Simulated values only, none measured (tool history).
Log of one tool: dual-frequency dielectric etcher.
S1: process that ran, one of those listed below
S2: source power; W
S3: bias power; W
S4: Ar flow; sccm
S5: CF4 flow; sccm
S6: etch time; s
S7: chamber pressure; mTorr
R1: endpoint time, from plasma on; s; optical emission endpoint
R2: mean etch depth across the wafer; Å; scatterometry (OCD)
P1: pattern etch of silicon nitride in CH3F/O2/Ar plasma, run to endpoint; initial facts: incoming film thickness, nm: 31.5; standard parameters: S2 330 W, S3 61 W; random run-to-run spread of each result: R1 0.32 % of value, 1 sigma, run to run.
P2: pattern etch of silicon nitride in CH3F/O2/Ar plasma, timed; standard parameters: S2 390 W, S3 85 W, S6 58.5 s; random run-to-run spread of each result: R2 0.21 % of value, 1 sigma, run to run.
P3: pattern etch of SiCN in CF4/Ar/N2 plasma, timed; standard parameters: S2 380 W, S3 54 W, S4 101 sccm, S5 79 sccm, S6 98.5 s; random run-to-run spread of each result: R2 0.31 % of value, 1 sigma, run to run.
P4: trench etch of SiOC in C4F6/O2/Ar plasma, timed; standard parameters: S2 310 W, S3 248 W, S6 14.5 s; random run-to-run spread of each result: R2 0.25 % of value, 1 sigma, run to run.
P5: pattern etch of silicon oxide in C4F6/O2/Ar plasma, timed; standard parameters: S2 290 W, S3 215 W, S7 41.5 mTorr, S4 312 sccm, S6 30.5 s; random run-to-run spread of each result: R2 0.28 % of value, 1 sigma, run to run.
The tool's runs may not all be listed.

| run | hour | S1 | S2 | S3 | S4 | S5 | S6 | S7 | R1 | R2 |
|---|---|---|---|---|---|---|---|---|---|---|
| 1 | 3.5 | P1 | 330 | 61 |  |  |  |  | 51.064 |  |
| 2 | 7.1 | P3 | 380 | 33 | 101 | 79 | 98.5 |  |  | 604.61 |
| 3 | 9.8 | P5 | 290 | 171 | 312 |  | 30.5 | 41.5 |  | 783.58 |
| 4 | 12.6 | P2 | 260 | 85 |  |  | 58.5 |  |  | 364.19 |
|  | 14.5 | bias power generator calibrated |
| 5 | 16.7 | P3 | 530 | 54 | 101 | 79 | 98.5 |  |  | 945.67 |
| 6 | 20.8 | P1 | 400 | 75 |  |  |  |  | 44.383 |  |
|  | 21.2 | source power generator calibrated |
| 7 | 24.1 | P5 | 290 | 215 | 312 |  | 19.5 | 41.5 |  | 542.13 |
| 8 | 29.0 | P1 | 440 | 46 |  |  |  |  | 50.389 |  |
| 9 | 31.4 | P1 | 330 | 61 |  |  |  |  | 51.077 |  |
| 10 | 35.4 | P1 | 330 | 61 |  |  |  |  | 51.041 |  |
| 11 | 38.1 | P5 | 360 | 215 | 312 |  | 30.5 | 41.5 |  | 917.62 |
| 12 | 41.1 | P1 | 330 | 77 |  |  |  |  | 47.145 |  |
| 13 | 43.4 | P3 | 380 | 54 | 101 | 79 | 59.0 |  |  | 420.28 |
| 14 | 48.1 | P1 | 450 | 61 |  |  |  |  | 45.567 |  |
| 15 | 51.6 | P1 | 200 | 61 |  |  |  |  | 62.171 |  |
| 16 | 56.1 | P3 | 380 | 54 | 82 | 79 | 98.5 |  |  | 723.23 |
| 17 | 59.2 | P2 | 390 | 85 |  |  | 58.5 |  |  | 423.87 |
|  | 59.3 | wet clean of the chamber |
| 18 | 64.0 | P5 | 290 | 215 | 312 |  | 30.5 | 58.0 |  | 812.90 |
| 19 | 66.7 | P4 | 400 | 248 |  |  | 14.5 |  |  | 341.07 |
| 20 | 71.6 | P4 | 310 | 151 |  |  | 14.5 |  |  | 261.24 |
| 21 | 73.9 | P2 | 390 | 115 |  |  | 58.5 |  |  | 473.65 |
| 22 | 78.4 | P1 | 330 | 61 |  |  |  |  | 51.167 |  |
| 23 | 81.0 | P5 | 290 | 215 | 312 |  | 30.5 | 41.5 |  | 847.34 |
| 24 | 84.0 | P1 | 330 | 61 |  |  |  |  | 51.323 |  |
| 25 | 87.9 | P2 | 390 | 85 |  |  | 38.5 |  |  | 278.49 |
| 26 | 92.7 | P2 | 390 | 85 |  |  | 58.5 |  |  | 423.98 |
| 27 | 96.9 | P1 | 330 | 49 |  |  |  |  | 55.151 |  |
| 28 | 101.3 | P3 | 380 | 54 | 101 | 79 | 98.5 |  |  | 705.40 |

Run 29 comes next. What will it give?
| 29 | 105.5 | P4 | 310 | 248 |  |  | 14.5 |  |  | ? |

{"run 29": {"R2": 307.01}}
